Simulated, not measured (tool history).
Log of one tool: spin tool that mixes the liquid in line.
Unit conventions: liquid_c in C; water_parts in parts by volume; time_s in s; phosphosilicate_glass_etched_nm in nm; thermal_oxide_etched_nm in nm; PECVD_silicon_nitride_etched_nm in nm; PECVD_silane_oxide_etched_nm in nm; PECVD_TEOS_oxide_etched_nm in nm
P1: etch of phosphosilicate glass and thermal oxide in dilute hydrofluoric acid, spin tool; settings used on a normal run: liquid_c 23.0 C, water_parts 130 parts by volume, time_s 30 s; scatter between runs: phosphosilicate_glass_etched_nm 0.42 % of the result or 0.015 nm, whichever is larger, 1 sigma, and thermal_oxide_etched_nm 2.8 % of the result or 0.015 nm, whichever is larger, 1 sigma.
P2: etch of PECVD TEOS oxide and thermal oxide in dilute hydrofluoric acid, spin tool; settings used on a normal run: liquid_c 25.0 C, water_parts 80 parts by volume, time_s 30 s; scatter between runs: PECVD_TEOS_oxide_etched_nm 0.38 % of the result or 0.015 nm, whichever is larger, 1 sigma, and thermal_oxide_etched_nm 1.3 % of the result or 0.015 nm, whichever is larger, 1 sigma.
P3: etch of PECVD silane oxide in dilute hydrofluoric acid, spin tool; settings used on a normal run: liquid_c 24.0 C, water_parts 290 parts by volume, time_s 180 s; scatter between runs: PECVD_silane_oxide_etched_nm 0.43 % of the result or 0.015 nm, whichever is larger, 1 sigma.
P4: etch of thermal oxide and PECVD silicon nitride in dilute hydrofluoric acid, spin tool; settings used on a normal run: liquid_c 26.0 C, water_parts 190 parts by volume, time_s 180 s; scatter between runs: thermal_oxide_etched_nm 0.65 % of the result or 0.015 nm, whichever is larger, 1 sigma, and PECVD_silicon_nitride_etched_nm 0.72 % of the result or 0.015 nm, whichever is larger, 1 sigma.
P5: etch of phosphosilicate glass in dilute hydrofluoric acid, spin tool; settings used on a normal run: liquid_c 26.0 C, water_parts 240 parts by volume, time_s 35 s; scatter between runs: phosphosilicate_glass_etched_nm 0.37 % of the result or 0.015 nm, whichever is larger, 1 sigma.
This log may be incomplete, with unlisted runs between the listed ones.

run   hour  process  liquid_c  water_parts  time_s  phosphosilicate_glass_etched_nm  thermal_oxide_etched_nm  PECVD_silicon_nitride_etched_nm  PECVD_silane_oxide_etched_nm  PECVD_TEOS_oxide_etched_nm
  1    6.1       P1      23.0          130      30                          24.5440                  0.99687
  2   12.4       P4      26.0          290     180                                                   2.53310                           2.4971
  3   19.9       P3      24.0          290      20                                                                                                                   1.4011
  4   24.5       P1      23.0          130      30                          24.5600                  0.96882
  5   32.4       P2      25.0           80      30                                                   1.89280                                                                                     9.1234
  6   41.6       P1      23.0           20      30                         182.1500                  7.23680
  7   48.9       P1      23.0          130      60                          48.9770                  1.90110
  8   54.2       P5      26.0          240      35                           8.0567
  9   62.2       P1      23.0           75      15                          22.7330                  0.95478
 10   68.5       P4      26.0          190     180                                                   4.23460                           3.8288
 11   73.6       P4      26.0          190     350                                                   8.47810                           7.5272
 12   80.0       P3      24.0          290     180                                                                                                                  12.7310
 13   88.6       P5      26.0          240      65                          15.0050
 14   97.0       P2      25.0           25      30                                                   6.57650                                                                                    31.6650
 15  101.1       P1      27.5          130      50                          48.6370                  1.87700
 16  108.0       P5      26.0          125      35                          17.7800
 17  112.5       P4      18.0          190     180                                                   3.19650                           2.3050
 18  117.0       P1      23.0          130      15                          12.2520                  0.53461
 19  124.7       P1      23.0          130      30                          24.5590                  1.02730
 20  133.3       P4      26.0          190     180                                                   4.29000                           3.8624
 21  138.2       P3      17.5          290     180                                                                                                                  10.1390
 22  145.2       P1      30.5          130      15                          16.2300                  0.67249
 23  154.0       P1      19.0          130      30                          20.8880                  0.80772
 24  161.8       P5      18.5          240      35                           6.1254
 25  165.9       P1      30.5          130      30                          32.5810                  1.25860
 26  173.5       P2      33.5           80      30                                                   2.60860                                                                                    12.8220
 27  178.8       P1      23.0          200      30                          14.7710                  0.60445
 28  187.0       P5      26.0          240      35                           8.1241
 29  192.1       P2      25.0           80      30                                                   1.92940                                                                                     9.1635
 30  199.2       P1      23.0          130      30                          24.4680                  0.98975
 31  207.4       P3      24.0          130     180                                                                                                                  33.6850
 32  213.9       P1      23.0          130      30                          24.4920                  0.97629

Run 33 is up next; what results do you expect?
 33  220.7       P2      25.0           80      15                                                         ?                                                                                          ?

For run 33 the tool returned thermal_oxide_etched_nm 0.93565 nm, PECVD_TEOS_oxide_etched_nm 4.5902 nm.
